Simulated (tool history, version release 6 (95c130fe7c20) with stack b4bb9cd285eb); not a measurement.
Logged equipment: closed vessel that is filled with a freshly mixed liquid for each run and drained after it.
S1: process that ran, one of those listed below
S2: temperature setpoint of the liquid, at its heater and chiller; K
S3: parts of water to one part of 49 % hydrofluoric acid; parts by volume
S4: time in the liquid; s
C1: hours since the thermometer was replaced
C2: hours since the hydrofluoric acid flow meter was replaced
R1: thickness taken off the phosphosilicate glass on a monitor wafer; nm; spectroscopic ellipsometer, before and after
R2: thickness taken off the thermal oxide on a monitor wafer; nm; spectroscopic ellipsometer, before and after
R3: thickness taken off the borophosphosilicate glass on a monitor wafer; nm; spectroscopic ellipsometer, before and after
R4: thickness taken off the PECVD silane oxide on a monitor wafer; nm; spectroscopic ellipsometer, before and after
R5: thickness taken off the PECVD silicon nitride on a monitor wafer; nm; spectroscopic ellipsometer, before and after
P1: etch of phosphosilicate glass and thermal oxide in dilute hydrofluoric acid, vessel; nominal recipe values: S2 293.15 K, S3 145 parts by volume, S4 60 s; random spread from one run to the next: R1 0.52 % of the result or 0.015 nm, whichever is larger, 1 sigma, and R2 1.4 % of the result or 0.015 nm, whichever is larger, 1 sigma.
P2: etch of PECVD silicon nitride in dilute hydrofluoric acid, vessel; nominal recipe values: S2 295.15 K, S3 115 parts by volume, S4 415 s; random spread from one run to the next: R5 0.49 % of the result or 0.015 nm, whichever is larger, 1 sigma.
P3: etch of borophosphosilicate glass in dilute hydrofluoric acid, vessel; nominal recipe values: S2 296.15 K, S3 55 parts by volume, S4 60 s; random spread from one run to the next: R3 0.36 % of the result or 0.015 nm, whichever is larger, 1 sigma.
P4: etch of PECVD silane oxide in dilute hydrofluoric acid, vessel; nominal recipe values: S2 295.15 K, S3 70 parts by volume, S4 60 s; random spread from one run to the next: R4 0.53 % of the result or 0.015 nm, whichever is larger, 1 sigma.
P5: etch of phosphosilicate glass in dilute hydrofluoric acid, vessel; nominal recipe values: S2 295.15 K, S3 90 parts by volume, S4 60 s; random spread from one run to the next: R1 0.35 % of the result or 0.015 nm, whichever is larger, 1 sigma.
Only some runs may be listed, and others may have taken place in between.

Run 1, day 0.200: S1 P1, S2 293.15 K, S3 145 parts by volume, S4 60 s; C1 203.9; C2 1121.0. Result: R1 58.531 nm, R2 1.65150 nm.
Run 2, day 0.446: S1 P3, S2 296.15 K, S3 55 parts by volume, S4 60 s; C1 209.8; C2 1126.9. Result: R3 54.282 nm.
Run 3, day 0.838: S1 P5, S2 290.15 K, S3 90 parts by volume, S4 60 s; C1 219.2; C2 1136.3. Result: R1 32.417 nm.
Run 4, day 1.212: S1 P4, S2 295.15 K, S3 70 parts by volume, S4 60 s; C1 228.2; C2 1145.3. Result: R4 18.872 nm.
Run 5, day 1.538: S1 P1, S2 293.15 K, S3 260 parts by volume, S4 60 s; C1 236.0; C2 1153.1. Result: R1 29.197 nm, R2 0.80367 nm.
Run 6, day 1.779: S1 P1, S2 299.65 K, S3 145 parts by volume, S4 60 s; C1 241.8; C2 1158.9. Result: R1 75.851 nm, R2 2.10690 nm.
Run 7, day 2.088: S1 P5, S2 295.15 K, S3 90 parts by volume, S4 30 s; C1 249.2; C2 1166.3. Result: R1 19.941 nm.
Run 8, day 2.379: S1 P1, S2 290.15 K, S3 195 parts by volume, S4 60 s; C1 256.2; C2 1173.3. Result: R1 37.227 nm, R2 1.01100 nm.
Run 9, day 2.596: S1 P4, S2 295.15 K, S3 100 parts by volume, S4 60 s; C1 261.4; C2 1178.5. Result: R4 12.727 nm.
Run 10, day 2.846: S1 P1, S2 293.15 K, S3 145 parts by volume, S4 60 s; C1 267.4; C2 1184.5. Result: R1 59.179 nm, R2 1.63170 nm.
Run 11, day 3.188: S1 P2, S2 295.15 K, S3 55 parts by volume, S4 415 s; C1 275.6; C2 1192.7. Result: R5 25.397 nm.
Run 12, day 3.442: S1 P5, S2 295.15 K, S3 90 parts by volume, S4 60 s; C1 281.7; C2 1198.8. Result: R1 39.713 nm.
Run 13, day 3.642: S1 P1, S2 293.15 K, S3 145 parts by volume, S4 60 s; C1 286.5; C2 1203.6. Result: R1 58.892 nm, R2 1.61330 nm.
Run 14, day 3.896: S1 P2, S2 295.15 K, S3 115 parts by volume, S4 415 s; C1 292.6; C2 1209.7. Result: R5 12.248 nm.
Run 15, day 4.150: S1 P1, S2 293.15 K, S3 45 parts by volume, S4 85 s; C1 298.7; C2 1215.8. Result: R1 297.990 nm, R2 8.32310 nm.
Run 16, day 4.529: S1 P1, S2 293.15 K, S3 145 parts by volume, S4 60 s; C1 307.8; C2 1224.9. Result: R1 59.133 nm, R2 1.63650 nm.
Run 17, day 4.983: S1 P2, S2 295.15 K, S3 115 parts by volume, S4 415 s; C1 318.7; C2 1235.8. Result: R5 12.312 nm.
At day 5.296: thermometer replaced.
Run 18, day 5.371: S1 P1, S2 293.15 K, S3 145 parts by volume, S4 105 s; C1 1.8; C2 1245.1. Result: R1 102.840 nm, R2 2.92350 nm.
Run 19, day 5.571: S1 P3, S2 290.15 K, S3 55 parts by volume, S4 60 s; C1 6.6; C2 1249.9. Result: R3 42.343 nm.
Run 20, day 5.858: S1 P5, S2 295.15 K, S3 90 parts by volume, S4 60 s; C1 13.5; C2 1256.8. Result: R1 39.693 nm.
Run 21, day 6.179: S1 P3, S2 296.15 K, S3 55 parts by volume, S4 95 s; C1 21.2; C2 1264.5. Result: R3 85.997 nm.
Run 22, day 6.392: S1 P1, S2 293.15 K, S3 55 parts by volume, S4 105 s; C1 26.3; C2 1269.6. Result: R1 298.140 nm, R2 8.37960 nm.
Run 23, day 6.696: S1 P1, S2 290.15 K, S3 145 parts by volume, S4 60 s; C1 33.6; C2 1276.9. Result: R1 52.564 nm, R2 1.44600 nm.
Run 24, day 7.071: S1 P3, S2 296.15 K, S3 75 parts by volume, S4 60 s; C1 42.6; C2 1285.9. Result: R3 38.652 nm.
Run 25, day 7.388: S1 P1, S2 293.15 K, S3 145 parts by volume, S4 30 s; C1 50.2; C2 1293.5. Result: R1 29.353 nm, R2 0.78974 nm.
Run 26, day 7.771: S1 P4, S2 295.15 K, S3 70 parts by volume, S4 105 s; C1 59.4; C2 1302.7. Result: R4 33.217 nm.
Run 27, day 7.992: S1 P4, S2 295.15 K, S3 70 parts by volume, S4 60 s; C1 64.7; C2 1308.0. Result: R4 18.976 nm.
Run 28, day 8.358: S1 P1, S2 293.15 K, S3 145 parts by volume, S4 60 s; C1 73.5; C2 1316.8. Result: R1 59.446 nm, R2 1.66120 nm.
Run 29, day 8.567: S1 P4, S2 290.15 K, S3 70 parts by volume, S4 60 s; C1 78.5; C2 1321.8. Result: R4 15.439 nm.
Run 30, day 8.867: S1 P1, S2 293.15 K, S3 145 parts by volume, S4 60 s; C1 85.7; C2 1329.0. Result: R1 59.352 nm, R2 1.63830 nm.
Run 31, day 9.104: S1 P2, S2 295.15 K, S3 115 parts by volume, S4 160 s; C1 91.4; C2 1334.7. Result: R5 4.722 nm.
Run 32, day 9.412: S1 P1, S2 293.15 K, S3 50 parts by volume, S4 60 s; C1 98.8; C2 1342.1. Result: R1 191.540 nm, R2 5.24420 nm.
Run 33, day 9.875: S1 P5, S2 295.15 K, S3 50 parts by volume, S4 60 s; C1 109.9; C2 1353.2. Result: R1 74.810 nm.
Run 34, day 10.175: S1 P2, S2 301.15 K, S3 115 parts by volume, S4 415 s; C1 117.1; C2 1360.4. Result: R5 17.992 nm.
Run 35, day 10.617: S1 P1, S2 293.15 K, S3 145 parts by volume, S4 60 s; C1 127.7; C2 1371.0. Result: R1 59.265 nm, R2 1.64700 nm.
Run 36, day 11.017: S1 P1, S2 293.15 K, S3 145 parts by volume, S4 60 s; C1 137.3; C2 1380.6. Result: R1 60.105 nm, R2 1.67620 nm.
Run 37, day 11.446: S1 P1, S2 293.15 K, S3 145 parts by volume, S4 60 s; C1 147.6; C2 1390.9. Result: R1 61.333 nm, R2 1.68350 nm.
Run 38, day 11.712: S1 P1, S2 293.15 K, S3 145 parts by volume, S4 60 s; C1 154.0; C2 1397.3. Result: R1 61.806 nm, R2 1.67890 nm.
Run 39, day 12.025: S1 P1, S2 293.15 K, S3 145 parts by volume, S4 60 s; C1 161.5; C2 1404.8. Result: R1 62.019 nm, R2 1.72610 nm.
Run 40, day 12.238: S1 P1, S2 293.15 K, S3 145 parts by volume, S4 60 s; C1 166.6; C2 1409.9. Result: R1 62.113 nm, R2 1.76990 nm.
Run 41, day 12.579: S1 P1, S2 293.15 K, S3 145 parts by volume, S4 60 s; C1 174.8; C2 1418.1. Result: R1 62.379 nm, R2 1.73010 nm.
Run 42, day 12.979: S1 P1, S2 293.15 K, S3 145 parts by volume, S4 60 s; C1 184.4; C2 1427.7. Result: R1 61.994 nm, R2 1.77590 nm.
Run 43, day 13.342: S1 P1, S2 293.15 K, S3 145 parts by volume, S4 60 s; C1 193.1; C2 1436.4. Result: R1 62.386 nm, R2 1.71430 nm.
Run 44, day 13.612: S1 P1, S2 293.15 K, S3 145 parts by volume, S4 60 s; C1 199.6; C2 1442.9. Result: R1 62.548 nm, R2 1.69480 nm.
Run 45, day 13.879: S1 P1, S2 293.15 K, S3 145 parts by volume, S4 60 s; C1 206.0; C2 1449.3. Result: R1 62.469 nm, R2 1.76150 nm.

The log shows P1 creeping away from where it was. Any of the 2 causes listed here, at the size stated for it, fits the log just as well as the others:
A: liquid hotter than its thermometer reads (K) = 1.49
B: hydrofluoric acid flow above the setpoint (%) = 5.26
At approximately day 10.617, the process output began to creep.

Question marks stand in for the results of the 4 check runs listed below, each run on one wafer. Under which run would the listed causes show clearly different results?
Run check 1, day 14.146: S1 P2, S2 295.15 K, S3 115 parts by volume, S4 415 s. Result: R5 ?.
Run check 2, day 14.146: S1 P4, S2 295.15 K, S3 70 parts by volume, S4 60 s. Result: R4 ?.
Run check 3, day 14.146: S1 P3, S2 296.15 K, S3 55 parts by volume, S4 60 s. Result: R3 ?.
Run check 4, day 14.146: S1 P5, S2 295.15 K, S3 90 parts by volume, S4 60 s. Result: R1 ?.

Predicted outcomes, by check and by cause:
  check  result    if A    if B
check 1      R5  13.526  12.889
check 2      R4  20.203  20.094
check 3      R3  57.770  57.403
check 4      R1  42.209  42.063
Minimum pairwise separation of causes per check, each pair taken at its best-separating result: check 1 4.82 %; check 2 0.54 %; check 3 0.64 %; check 4 0.35 %
The other checks would show nearly matching results whichever cause is true, so check 1 is the only one that separates the causes.

Running check 1 produced the following: R5 13.500 nm. Which one of the listed causes fits?

A is the cause: liquid hotter than its thermometer reads (K).

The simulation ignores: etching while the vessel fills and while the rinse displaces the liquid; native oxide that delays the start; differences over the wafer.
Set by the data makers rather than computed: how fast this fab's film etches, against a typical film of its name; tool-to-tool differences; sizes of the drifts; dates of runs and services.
